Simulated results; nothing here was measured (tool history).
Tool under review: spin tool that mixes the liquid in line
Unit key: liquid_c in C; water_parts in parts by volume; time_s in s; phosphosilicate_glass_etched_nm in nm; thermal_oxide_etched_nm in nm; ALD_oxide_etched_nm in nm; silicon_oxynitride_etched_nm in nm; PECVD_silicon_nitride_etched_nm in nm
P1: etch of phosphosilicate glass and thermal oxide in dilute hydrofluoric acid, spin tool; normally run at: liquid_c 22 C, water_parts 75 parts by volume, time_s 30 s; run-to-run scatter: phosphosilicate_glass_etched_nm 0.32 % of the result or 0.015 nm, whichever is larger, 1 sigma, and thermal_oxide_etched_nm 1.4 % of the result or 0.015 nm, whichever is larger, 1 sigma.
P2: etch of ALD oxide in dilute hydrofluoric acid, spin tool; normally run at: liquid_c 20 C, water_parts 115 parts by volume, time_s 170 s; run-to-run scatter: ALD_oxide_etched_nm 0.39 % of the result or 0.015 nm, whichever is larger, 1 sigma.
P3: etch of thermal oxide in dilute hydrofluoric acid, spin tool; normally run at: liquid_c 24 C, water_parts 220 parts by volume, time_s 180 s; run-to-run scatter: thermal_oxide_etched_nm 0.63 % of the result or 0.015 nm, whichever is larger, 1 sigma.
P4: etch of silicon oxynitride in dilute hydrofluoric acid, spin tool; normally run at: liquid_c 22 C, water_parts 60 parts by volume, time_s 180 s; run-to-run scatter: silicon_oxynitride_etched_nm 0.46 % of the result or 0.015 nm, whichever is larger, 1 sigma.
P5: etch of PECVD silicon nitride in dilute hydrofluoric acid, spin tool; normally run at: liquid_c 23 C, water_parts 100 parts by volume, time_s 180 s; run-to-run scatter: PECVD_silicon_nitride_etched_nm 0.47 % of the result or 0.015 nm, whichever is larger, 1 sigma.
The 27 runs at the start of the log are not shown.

| run | day | process | liquid_c | water_parts | time_s | hours since the thermometer was replaced | hours since the hydrofluoric acid flow meter was replaced | phosphosilicate_glass_etched_nm | thermal_oxide_etched_nm | ALD_oxide_etched_nm | silicon_oxynitride_etched_nm | PECVD_silicon_nitride_etched_nm |
|---|---|---|---|---|---|---|---|---|---|---|---|---|
| 28 | 14.338 | P1 | 22 | 75 | 30 | 1525.7 | 111.4 | 59.128 | 1.8216 |  |  |  |
| 29 | 14.917 | P5 | 29.5 | 100 | 180 | 1539.6 | 125.3 |  |  |  |  | 14.23 |
| 30 | 15.258 | P2 | 27.5 | 115 | 170 | 1547.8 | 133.5 |  |  | 18.585 |  |  |
| 31 | 15.962 | P1 | 22 | 45 | 15 | 1564.7 | 150.4 | 51.296 | 1.5639 |  |  |  |
| 32 | 16.312 | P1 | 22 | 75 | 30 | 1573.1 | 158.8 | 59.114 | 1.8058 |  |  |  |
| 33 | 16.767 | P1 | 22 | 75 | 30 | 1584 | 169.7 | 57.466 | 1.7577 |  |  |  |
| 34 | 17.458 | P1 | 22 | 75 | 30 | 1600.6 | 186.3 | 56.37 | 1.7408 |  |  |  |
| 35 | 18.175 | P1 | 22 | 75 | 30 | 1617.8 | 203.5 | 55.822 | 1.7474 |  |  |  |
| 36 | 18.617 | P1 | 22 | 75 | 30 | 1628.4 | 214.1 | 55.559 | 1.7213 |  |  |  |

What will run 37 give?
| 37 | 18.975 | P1 | 22 | 75 | 30 | 1637 | 222.7 | ? | ? |  |  |  |

Run 37 came out at phosphosilicate_glass_etched_nm 55.672 nm, thermal_oxide_etched_nm 1.7087 nm.
